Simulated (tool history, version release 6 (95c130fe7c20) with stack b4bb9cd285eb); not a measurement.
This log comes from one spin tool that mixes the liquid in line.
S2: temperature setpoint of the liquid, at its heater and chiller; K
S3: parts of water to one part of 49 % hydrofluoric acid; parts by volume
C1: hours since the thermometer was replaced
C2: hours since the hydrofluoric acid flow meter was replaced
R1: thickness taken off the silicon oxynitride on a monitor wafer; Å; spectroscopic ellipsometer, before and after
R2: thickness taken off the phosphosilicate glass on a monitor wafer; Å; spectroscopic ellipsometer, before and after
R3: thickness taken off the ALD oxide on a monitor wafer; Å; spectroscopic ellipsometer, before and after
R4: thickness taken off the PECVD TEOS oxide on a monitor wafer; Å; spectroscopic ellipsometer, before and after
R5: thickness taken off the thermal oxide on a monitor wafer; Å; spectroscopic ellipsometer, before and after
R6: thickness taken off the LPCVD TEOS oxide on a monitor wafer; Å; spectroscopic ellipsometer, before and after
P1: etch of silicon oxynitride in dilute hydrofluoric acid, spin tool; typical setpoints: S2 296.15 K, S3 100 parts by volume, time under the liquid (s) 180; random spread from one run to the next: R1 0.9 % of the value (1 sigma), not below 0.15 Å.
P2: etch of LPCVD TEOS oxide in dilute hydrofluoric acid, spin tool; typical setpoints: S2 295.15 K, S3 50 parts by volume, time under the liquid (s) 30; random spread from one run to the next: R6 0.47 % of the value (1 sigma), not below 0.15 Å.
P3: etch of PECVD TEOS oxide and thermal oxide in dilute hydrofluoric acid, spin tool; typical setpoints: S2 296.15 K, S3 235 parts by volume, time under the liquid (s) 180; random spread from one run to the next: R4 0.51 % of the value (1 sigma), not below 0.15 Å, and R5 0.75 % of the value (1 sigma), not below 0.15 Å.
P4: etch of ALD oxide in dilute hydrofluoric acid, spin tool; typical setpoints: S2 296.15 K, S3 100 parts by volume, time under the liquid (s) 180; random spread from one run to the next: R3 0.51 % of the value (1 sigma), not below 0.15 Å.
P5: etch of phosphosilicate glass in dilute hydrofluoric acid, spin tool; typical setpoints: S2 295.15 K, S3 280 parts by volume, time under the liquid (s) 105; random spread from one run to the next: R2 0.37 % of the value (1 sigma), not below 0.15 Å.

{"run": 1, "hour": 7.4, "process that ran": "P1", "S2": 296.15, "S3": 100, "time under the liquid (s)": 180, "C1": 512.0, "C2": 276.3, "R1": 26.011}
{"run": 2, "hour": 20.9, "process that ran": "P5", "S2": 295.15, "S3": 280, "time under the liquid (s)": 15, "C1": 525.5, "C2": 289.8, "R2": 27.286}
{"run": 3, "hour": 34.6, "process that ran": "P4", "S2": 296.15, "S3": 100, "time under the liquid (s)": 80, "C1": 539.2, "C2": 303.5, "R3": 111.23}
{"run": 4, "hour": 47.3, "process that ran": "P1", "S2": 296.15, "S3": 100, "time under the liquid (s)": 180, "C1": 551.9, "C2": 316.2, "R1": 25.881}
{"run": 5, "hour": 59.5, "process that ran": "P5", "S2": 295.15, "S3": 280, "time under the liquid (s)": 105, "C1": 564.1, "C2": 328.4, "R2": 190.19}
{"run": 6, "hour": 70.8, "process that ran": "P3", "S2": 290.15, "S3": 235, "time under the liquid (s)": 180, "C1": 575.4, "C2": 339.7, "R4": 52.96, "R5": 21.291}
{"run": 7, "hour": 80.3, "process that ran": "P1", "S2": 296.15, "S3": 175, "time under the liquid (s)": 180, "C1": 584.9, "C2": 349.2, "R1": 13.641}
{"run": 8, "hour": 90.9, "process that ran": "P3", "S2": 296.15, "S3": 60, "time under the liquid (s)": 180, "C1": 595.5, "C2": 359.8, "R4": 320.3, "R5": 131.06}
{"run": 9, "hour": 101.2, "process that ran": "P2", "S2": 295.15, "S3": 50, "time under the liquid (s)": 30, "C1": 605.8, "C2": 370.1, "R6": 184.81}
{"run": 10, "hour": 115.6, "process that ran": "P1", "S2": 290.15, "S3": 100, "time under the liquid (s)": 180, "C1": 620.2, "C2": 384.5, "R1": 19.292}
{"run": 11, "hour": 129.5, "process that ran": "P4", "S2": 290.15, "S3": 100, "time under the liquid (s)": 180, "C1": 634.1, "C2": 398.4, "R3": 192.71}
{"run": 12, "hour": 140.4, "process that ran": "P5", "S2": 302.15, "S3": 280, "time under the liquid (s)": 105, "C1": 645.0, "C2": 409.3, "R2": 242.29}
{"run": 13, "hour": 150.3, "process that ran": "P2", "S2": 290.15, "S3": 50, "time under the liquid (s)": 30, "C1": 654.9, "C2": 419.2, "R6": 148.46}
{"run": 14, "hour": 157.6, "process that ran": "P1", "S2": 296.15, "S3": 100, "time under the liquid (s)": 180, "C1": 662.2, "C2": 426.5, "R1": 25.609}
{"run": 15, "hour": 164.5, "process that ran": "P2", "S2": 295.15, "S3": 50, "time under the liquid (s)": 55, "C1": 669.1, "C2": 433.4, "R6": 337.43}
{"run": 16, "hour": 178.9, "process that ran": "P4", "S2": 296.15, "S3": 100, "time under the liquid (s)": 180, "C1": 683.5, "C2": 447.8, "R3": 248.02}
{"run": 17, "hour": 186.7, "process that ran": "P1", "S2": 296.15, "S3": 100, "time under the liquid (s)": 315, "C1": 691.3, "C2": 455.6, "R1": 44.169}
{"run": 18, "hour": 199.7, "process that ran": "P5", "S2": 295.15, "S3": 495, "time under the liquid (s)": 105, "C1": 704.3, "C2": 468.6, "R2": 88.962}
{"run": 19, "hour": 213.3, "process that ran": "P1", "S2": 302.65, "S3": 100, "time under the liquid (s)": 180, "C1": 717.9, "C2": 482.2, "R1": 34.743}
{"run": 20, "hour": 228.6, "process that ran": "P1", "S2": 296.15, "S3": 100, "time under the liquid (s)": 180, "C1": 733.2, "C2": 497.5, "R1": 25.374}
{"run": 21, "hour": 240.6, "process that ran": "P4", "S2": 296.15, "S3": 165, "time under the liquid (s)": 180, "C1": 745.2, "C2": 509.5, "R3": 139.74}
{"run": 22, "hour": 249.8, "process that ran": "P5", "S2": 295.15, "S3": 280, "time under the liquid (s)": 105, "C1": 754.4, "C2": 518.7, "R2": 189.8}
{"run": 23, "hour": 265.0, "process that ran": "P3", "S2": 296.15, "S3": 235, "time under the liquid (s)": 180, "C1": 769.6, "C2": 533.9, "R4": 66.807, "R5": 27.525}
{"run": 24, "hour": 277.2, "process that ran": "P3", "S2": 296.15, "S3": 235, "time under the liquid (s)": 55, "C1": 781.8, "C2": 546.1, "R4": 20.177, "R5": 8.337}
{"run": 25, "hour": 289.4, "process that ran": "P1", "S2": 296.15, "S3": 60, "time under the liquid (s)": 75, "C1": 794.0, "C2": 558.3, "R1": 18.481}
{"run": 26, "hour": 303.4, "process that ran": "P2", "S2": 295.15, "S3": 90, "time under the liquid (s)": 30, "C1": 808.0, "C2": 572.3, "R6": 96.825}
{"run": 27, "hour": 312.4, "process that ran": "P3", "S2": 296.15, "S3": 235, "time under the liquid (s)": 180, "C1": 817.0, "C2": 581.3, "R4": 66.802, "R5": 27.531}
{"run": 28, "hour": 322.0, "process that ran": "P2", "S2": 295.15, "S3": 50, "time under the liquid (s)": 30, "C1": 826.6, "C2": 590.9, "R6": 184.26}
{"run": 29, "hour": 332.3, "process that ran": "P1", "S2": 296.15, "S3": 100, "time under the liquid (s)": 180, "C1": 836.9, "C2": 601.2, "R1": 25.192}
{"run": 30, "hour": 343.6, "process that ran": "P1", "S2": 296.15, "S3": 40, "time under the liquid (s)": 180, "C1": 848.2, "C2": 612.5, "R1": 66.714}
{"run": 31, "hour": 350.8, "process that ran": "P1", "S2": 296.15, "S3": 100, "time under the liquid (s)": 75, "C1": 855.4, "C2": 619.7, "R1": 10.759}
{"run": 32, "hour": 362.3, "process that ran": "P1", "S2": 296.15, "S3": 100, "time under the liquid (s)": 180, "C1": 866.9, "C2": 631.2, "R1": 25.993}
{"run": 33, "hour": 377.3, "process that ran": "P1", "S2": 299.65, "S3": 30, "time under the liquid (s)": 180, "C1": 881.9, "C2": 646.2, "R1": 109.44}
{"run": 34, "hour": 384.9, "process that ran": "P1", "S2": 296.15, "S3": 100, "time under the liquid (s)": 180, "C1": 889.5, "C2": 653.8, "R1": 25.415}
{"run": 35, "hour": 400.1, "process that ran": "P1", "S2": 296.15, "S3": 100, "time under the liquid (s)": 180, "C1": 904.7, "C2": 669.0, "R1": 24.745}
{"run": 36, "hour": 409.4, "process that ran": "P1", "S2": 296.15, "S3": 100, "time under the liquid (s)": 180, "C1": 914.0, "C2": 678.3, "R1": 24.608}
{"run": 37, "hour": 422.1, "process that ran": "P1", "S2": 296.15, "S3": 100, "time under the liquid (s)": 180, "C1": 926.7, "C2": 691.0, "R1": 24.18}
{"run": 38, "hour": 434.2, "process that ran": "P1", "S2": 296.15, "S3": 100, "time under the liquid (s)": 180, "C1": 938.8, "C2": 703.1, "R1": 24.023}
{"run": 39, "hour": 444.4, "process that ran": "P1", "S2": 296.15, "S3": 100, "time under the liquid (s)": 180, "C1": 949.0, "C2": 713.3, "R1": 24.131}
{"run": 40, "hour": 452.7, "process that ran": "P1", "S2": 296.15, "S3": 100, "time under the liquid (s)": 180, "C1": 957.3, "C2": 721.6, "R1": 23.098}
{"run": 41, "hour": 467.5, "process that ran": "P1", "S2": 296.15, "S3": 100, "time under the liquid (s)": 180, "C1": 972.1, "C2": 736.4, "R1": 23.624}
{"run": 42, "hour": 477.0, "process that ran": "P1", "S2": 296.15, "S3": 100, "time under the liquid (s)": 180, "C1": 981.6, "C2": 745.9, "R1": 23.646}

Compared with where it was, what P1 gives has crept away. Each cause listed below fits the log as well as the rest, at the size given for it:
A: liquid colder than its thermometer reads (K) = 1.79
B: hydrofluoric acid flow below the setpoint (%) = 7.63
Creep in the process output first set in at about hour 384.9.

Question marks stand in for the results of the 4 check runs listed below, each run on one wafer. Under which run would the listed causes show clearly different results?
{"run": "check 1", "hour": 486.5, "process that ran": "P3", "S2": 296.15, "S3": 60, "time under the liquid (s)": 180, "R4": "?", "R5": "?"}
{"run": "check 2", "hour": 486.5, "process that ran": "P4", "S2": 290.15, "S3": 100, "time under the liquid (s)": 180, "R3": "?"}
{"run": "check 3", "hour": 486.5, "process that ran": "P2", "S2": 290.15, "S3": 50, "time under the liquid (s)": 55, "R6": "?"}
{"run": "check 4", "hour": 486.5, "process that ran": "P5", "S2": 298.15, "S3": 280, "time under the liquid (s)": 25, "R2": "?"}

How each check would come out, cause by cause:
check=check_1 result=R4 if_A=295.160 if_B=291.780
check=check_1 result=R5 if_A=121.560 if_B=120.170
check=check_2 result=R3 if_A=179.17 if_B=177.07
check=check_3 result=R6 if_A=252.630 if_B=251.230
check=check_4 result=R2 if_A=47.279 if_B=45.439
Minimum pairwise separation of causes per check, each pair taken at its best-separating result: check 1 1.15 %; check 2 1.18 %; check 3 0.56 %; check 4 3.97 %
The other checks would show nearly matching results whichever cause is true, so check 4 is the only one that separates the causes.

The results of check 4 are: R2 47.371 Å. Based on these, which of the listed causes is it?

It was cause A: liquid colder than its thermometer reads (K).
